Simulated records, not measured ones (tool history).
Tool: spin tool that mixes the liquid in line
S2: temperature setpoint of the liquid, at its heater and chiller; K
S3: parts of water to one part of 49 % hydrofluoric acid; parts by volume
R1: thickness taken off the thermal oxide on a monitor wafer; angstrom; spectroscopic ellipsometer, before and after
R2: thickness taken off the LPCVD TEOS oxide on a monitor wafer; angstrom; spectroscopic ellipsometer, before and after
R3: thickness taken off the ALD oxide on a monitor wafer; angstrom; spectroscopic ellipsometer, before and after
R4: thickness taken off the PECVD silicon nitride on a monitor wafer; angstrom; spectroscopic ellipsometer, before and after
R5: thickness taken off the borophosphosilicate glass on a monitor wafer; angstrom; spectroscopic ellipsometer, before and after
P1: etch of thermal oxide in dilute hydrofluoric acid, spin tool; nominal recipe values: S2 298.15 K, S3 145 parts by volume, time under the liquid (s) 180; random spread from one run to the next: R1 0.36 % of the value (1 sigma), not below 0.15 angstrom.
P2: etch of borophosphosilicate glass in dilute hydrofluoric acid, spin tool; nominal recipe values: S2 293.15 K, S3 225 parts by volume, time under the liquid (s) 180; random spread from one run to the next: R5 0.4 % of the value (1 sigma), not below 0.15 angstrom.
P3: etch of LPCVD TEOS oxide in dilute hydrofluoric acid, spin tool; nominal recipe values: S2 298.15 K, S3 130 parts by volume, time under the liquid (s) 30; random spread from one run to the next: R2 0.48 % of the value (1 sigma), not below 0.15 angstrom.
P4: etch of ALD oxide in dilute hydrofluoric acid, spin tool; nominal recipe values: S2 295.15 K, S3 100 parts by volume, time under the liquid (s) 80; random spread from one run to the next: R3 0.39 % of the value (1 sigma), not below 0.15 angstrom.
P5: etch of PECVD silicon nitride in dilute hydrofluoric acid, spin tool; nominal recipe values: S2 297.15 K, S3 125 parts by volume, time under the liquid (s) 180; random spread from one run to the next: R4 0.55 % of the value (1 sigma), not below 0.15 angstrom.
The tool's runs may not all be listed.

Run 1, day 0.404: process that ran P1, S2 298.15 K, S3 145 parts by volume, time under the liquid (s) 180. Result: R1 60.6870 angstrom.
Run 2, day 0.921: process that ran P3, S2 298.15 K, S3 130 parts by volume, time under the liquid (s) 30. Result: R2 72.330 angstrom.
Run 3, day 1.396: process that ran P1, S2 298.15 K, S3 145 parts by volume, time under the liquid (s) 265. Result: R1 90.2530 angstrom.
Run 4, day 1.688: process that ran P4, S2 295.15 K, S3 100 parts by volume, time under the liquid (s) 80. Result: R3 141.990 angstrom.
Run 5, day 2.162: process that ran P5, S2 290.15 K, S3 125 parts by volume, time under the liquid (s) 180. Result: R4 26.361 angstrom.
Run 6, day 2.588: process that ran P1, S2 293.65 K, S3 145 parts by volume, time under the liquid (s) 180. Result: R1 50.7610 angstrom.
Run 7, day 2.979: process that ran P3, S2 298.15 K, S3 130 parts by volume, time under the liquid (s) 30. Result: R2 72.024 angstrom.
Run 8, day 3.275: process that ran P1, S2 298.15 K, S3 145 parts by volume, time under the liquid (s) 180. Result: R1 61.0410 angstrom.
Run 9, day 3.767: process that ran P1, S2 298.15 K, S3 210 parts by volume, time under the liquid (s) 180. Result: R1 39.0440 angstrom.
Run 10, day 4.046: process that ran P3, S2 301.65 K, S3 130 parts by volume, time under the liquid (s) 30. Result: R2 82.161 angstrom.
Run 11, day 4.454: process that ran P1, S2 298.15 K, S3 145 parts by volume, time under the liquid (s) 15. Result: R1 5.0685 angstrom.
Run 12, day 4.925: process that ran P1, S2 298.15 K, S3 145 parts by volume, time under the liquid (s) 180. Result: R1 60.9240 angstrom.
Run 13, day 5.279: process that ran P4, S2 295.15 K, S3 60 parts by volume, time under the liquid (s) 80. Result: R3 247.130 angstrom.
Run 14, day 5.733: process that ran P1, S2 305.65 K, S3 145 parts by volume, time under the liquid (s) 180. Result: R1 79.8090 angstrom.
Run 15, day 6.142: process that ran P1, S2 298.15 K, S3 30 parts by volume, time under the liquid (s) 180. Result: R1 340.8200 angstrom.
Run 16, day 6.396: process that ran P3, S2 298.15 K, S3 40 parts by volume, time under the liquid (s) 30. Result: R2 260.780 angstrom.
Run 17, day 6.850: process that ran P1, S2 298.15 K, S3 145 parts by volume, time under the liquid (s) 180. Result: R1 60.5630 angstrom.
Run 18, day 7.271: process that ran P2, S2 293.15 K, S3 100 parts by volume, time under the liquid (s) 180. Result: R5 567.310 angstrom.
Run 19, day 7.662: process that ran P5, S2 297.15 K, S3 125 parts by volume, time under the liquid (s) 180. Result: R4 41.946 angstrom.
Run 20, day 8.179: process that ran P1, S2 298.15 K, S3 145 parts by volume, time under the liquid (s) 180. Result: R1 60.9630 angstrom.
Run 21, day 8.588: process that ran P2, S2 293.15 K, S3 225 parts by volume, time under the liquid (s) 180. Result: R5 223.960 angstrom.
Run 22, day 9.054: process that ran P1, S2 303.65 K, S3 145 parts by volume, time under the liquid (s) 335. Result: R1 138.4500 angstrom.
Run 23, day 9.538: process that ran P3, S2 298.15 K, S3 130 parts by volume, time under the liquid (s) 15. Result: R2 35.773 angstrom.
Run 24, day 9.883: process that ran P4, S2 295.15 K, S3 100 parts by volume, time under the liquid (s) 15. Result: R3 27.042 angstrom.
Run 25, day 10.167: process that ran P2, S2 293.15 K, S3 225 parts by volume, time under the liquid (s) 15. Result: R5 18.433 angstrom.
Run 26, day 10.671: process that ran P1, S2 292.65 K, S3 75 parts by volume, time under the liquid (s) 180. Result: R1 101.7200 angstrom.
Run 27, day 10.912: process that ran P5, S2 297.15 K, S3 125 parts by volume, time under the liquid (s) 180. Result: R4 42.130 angstrom.
Run 28, day 11.212: process that ran P5, S2 297.15 K, S3 75 parts by volume, time under the liquid (s) 180. Result: R4 69.276 angstrom.
Run 29, day 11.575: process that ran P4, S2 295.15 K, S3 100 parts by volume, time under the liquid (s) 80. Result: R3 140.240 angstrom.
Run 30, day 11.842: process that ran P5, S2 297.15 K, S3 125 parts by volume, time under the liquid (s) 295. Result: R4 69.369 angstrom.
Run 31, day 12.112: process that ran P4, S2 290.65 K, S3 100 parts by volume, time under the liquid (s) 80. Result: R3 117.780 angstrom.
Run 32, day 12.512: process that ran P2, S2 290.15 K, S3 225 parts by volume, time under the liquid (s) 180. Result: R5 199.360 angstrom.

Run 33, settings as shown, results not yet in. Your forecast:
Run 33, day 12.883: process that ran P1, S2 298.15 K, S3 145 parts by volume, time under the liquid (s) 180. Result: R1 ?.

R1: 60.9470 angstrom
